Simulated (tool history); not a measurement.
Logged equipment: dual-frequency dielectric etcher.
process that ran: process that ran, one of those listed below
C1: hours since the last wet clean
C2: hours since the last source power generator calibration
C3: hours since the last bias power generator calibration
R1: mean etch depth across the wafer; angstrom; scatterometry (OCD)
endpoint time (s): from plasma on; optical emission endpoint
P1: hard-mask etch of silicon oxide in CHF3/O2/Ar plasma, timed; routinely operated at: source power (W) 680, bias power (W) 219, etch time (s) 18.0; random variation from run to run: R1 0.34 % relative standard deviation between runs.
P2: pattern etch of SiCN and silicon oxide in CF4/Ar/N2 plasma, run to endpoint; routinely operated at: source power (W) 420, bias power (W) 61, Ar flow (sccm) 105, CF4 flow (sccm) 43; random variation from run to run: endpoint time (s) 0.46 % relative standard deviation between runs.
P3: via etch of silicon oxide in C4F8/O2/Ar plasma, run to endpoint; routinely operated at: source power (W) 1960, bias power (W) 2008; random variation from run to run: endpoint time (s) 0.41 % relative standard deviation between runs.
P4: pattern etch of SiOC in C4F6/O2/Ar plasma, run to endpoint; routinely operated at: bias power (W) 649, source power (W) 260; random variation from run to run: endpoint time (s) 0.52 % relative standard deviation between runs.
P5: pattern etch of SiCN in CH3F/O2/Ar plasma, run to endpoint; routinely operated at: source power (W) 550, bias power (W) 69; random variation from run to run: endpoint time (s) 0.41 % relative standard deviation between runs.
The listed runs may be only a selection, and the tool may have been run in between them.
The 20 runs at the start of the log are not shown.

{"run": 21, "hour": 243.2, "process that ran": "P3", "source power (W)": 1960, "bias power (W)": 2008, "C1": 102.3, "C2": 835.2, "C3": 639.2, "endpoint time (s)": 272.86}
{"run": 22, "hour": 253.7, "process that ran": "P3", "source power (W)": 1960, "bias power (W)": 2497, "C1": 112.8, "C2": 845.7, "C3": 649.7, "endpoint time (s)": 255.72}
{"run": 23, "hour": 265.1, "process that ran": "P1", "source power (W)": 680, "bias power (W)": 219, "etch time (s)": 23.0, "C1": 124.2, "C2": 857.1, "C3": 661.1, "R1": 507.53}
{"run": 24, "hour": 276.3, "process that ran": "P3", "source power (W)": 2780, "bias power (W)": 2008, "C1": 135.4, "C2": 868.3, "C3": 672.3, "endpoint time (s)": 237.78}
{"run": 25, "hour": 286.0, "process that ran": "P1", "source power (W)": 440, "bias power (W)": 219, "etch time (s)": 12.0, "C1": 145.1, "C2": 878.0, "C3": 682.0, "R1": 222.03}
{"run": 26, "hour": 298.3, "process that ran": "P1", "source power (W)": 820, "bias power (W)": 219, "etch time (s)": 18.0, "C1": 157.4, "C2": 890.3, "C3": 694.3, "R1": 427.38}
{"run": 27, "hour": 306.6, "process that ran": "P1", "source power (W)": 680, "bias power (W)": 219, "etch time (s)": 18.0, "C1": 165.7, "C2": 898.6, "C3": 702.6, "R1": 391.74}
{"run": 28, "hour": 320.5, "process that ran": "P4", "source power (W)": 340, "bias power (W)": 649, "C1": 179.6, "C2": 912.5, "C3": 716.5, "endpoint time (s)": 12.736}
{"run": 29, "hour": 327.8, "process that ran": "P1", "source power (W)": 680, "bias power (W)": 219, "etch time (s)": 10.0, "C1": 186.9, "C2": 919.8, "C3": 723.8, "R1": 220.41}
{"run": 30, "hour": 341.6, "process that ran": "P3", "source power (W)": 1960, "bias power (W)": 2008, "C1": 200.7, "C2": 933.6, "C3": 737.6, "endpoint time (s)": 273.31}
{"run": 31, "hour": 354.5, "process that ran": "P1", "source power (W)": 680, "bias power (W)": 219, "etch time (s)": 18.0, "C1": 213.6, "C2": 946.5, "C3": 750.5, "R1": 394.18}
{"run": 32, "hour": 367.4, "process that ran": "P1", "source power (W)": 680, "bias power (W)": 219, "etch time (s)": 18.0, "C1": 226.5, "C2": 959.4, "C3": 763.4, "R1": 394.88}
{"run": 33, "hour": 381.7, "process that ran": "P1", "source power (W)": 680, "bias power (W)": 219, "etch time (s)": 18.0, "C1": 240.8, "C2": 973.7, "C3": 777.7, "R1": 393.19}
{"run": 34, "hour": 390.9, "process that ran": "P1", "source power (W)": 680, "bias power (W)": 219, "etch time (s)": 18.0, "C1": 250.0, "C2": 982.9, "C3": 786.9, "R1": 396.0}
{"run": 35, "hour": 399.9, "process that ran": "P1", "source power (W)": 680, "bias power (W)": 219, "etch time (s)": 18.0, "C1": 259.0, "C2": 991.9, "C3": 795.9, "R1": 399.31}
{"run": 36, "hour": 410.8, "process that ran": "P1", "source power (W)": 680, "bias power (W)": 219, "etch time (s)": 18.0, "C1": 269.9, "C2": 1002.8, "C3": 806.8, "R1": 399.38}
{"run": 37, "hour": 420.3, "process that ran": "P1", "source power (W)": 680, "bias power (W)": 219, "etch time (s)": 18.0, "C1": 279.4, "C2": 1012.3, "C3": 816.3, "R1": 401.14}
{"hour": 433.9, "done": "wet clean of the chamber"}
{"run": 38, "hour": 436.0, "process that ran": "P1", "source power (W)": 680, "bias power (W)": 219, "etch time (s)": 18.0, "C1": 2.2, "C2": 1028.0, "C3": 832.0, "R1": 398.91}
{"run": 39, "hour": 443.8, "process that ran": "P1", "source power (W)": 680, "bias power (W)": 219, "etch time (s)": 18.0, "C1": 10.0, "C2": 1035.8, "C3": 839.8, "R1": 399.03}
{"run": 40, "hour": 460.3, "process that ran": "P1", "source power (W)": 680, "bias power (W)": 219, "etch time (s)": 18.0, "C1": 26.5, "C2": 1052.3, "C3": 856.3, "R1": 399.62}
{"run": 41, "hour": 475.5, "process that ran": "P1", "source power (W)": 680, "bias power (W)": 219, "etch time (s)": 18.0, "C1": 41.7, "C2": 1067.5, "C3": 871.5, "R1": 399.31}

Run 42 has not been measured yet. What should we expect?
{"run": 42, "hour": 486.1, "process that ran": "P1", "source power (W)": 680, "bias power (W)": 219, "etch time (s)": 18.0, "C1": 52.3, "C2": 1078.1, "C3": 882.1, "R1": "?"}

R1: 399.35 angstrom

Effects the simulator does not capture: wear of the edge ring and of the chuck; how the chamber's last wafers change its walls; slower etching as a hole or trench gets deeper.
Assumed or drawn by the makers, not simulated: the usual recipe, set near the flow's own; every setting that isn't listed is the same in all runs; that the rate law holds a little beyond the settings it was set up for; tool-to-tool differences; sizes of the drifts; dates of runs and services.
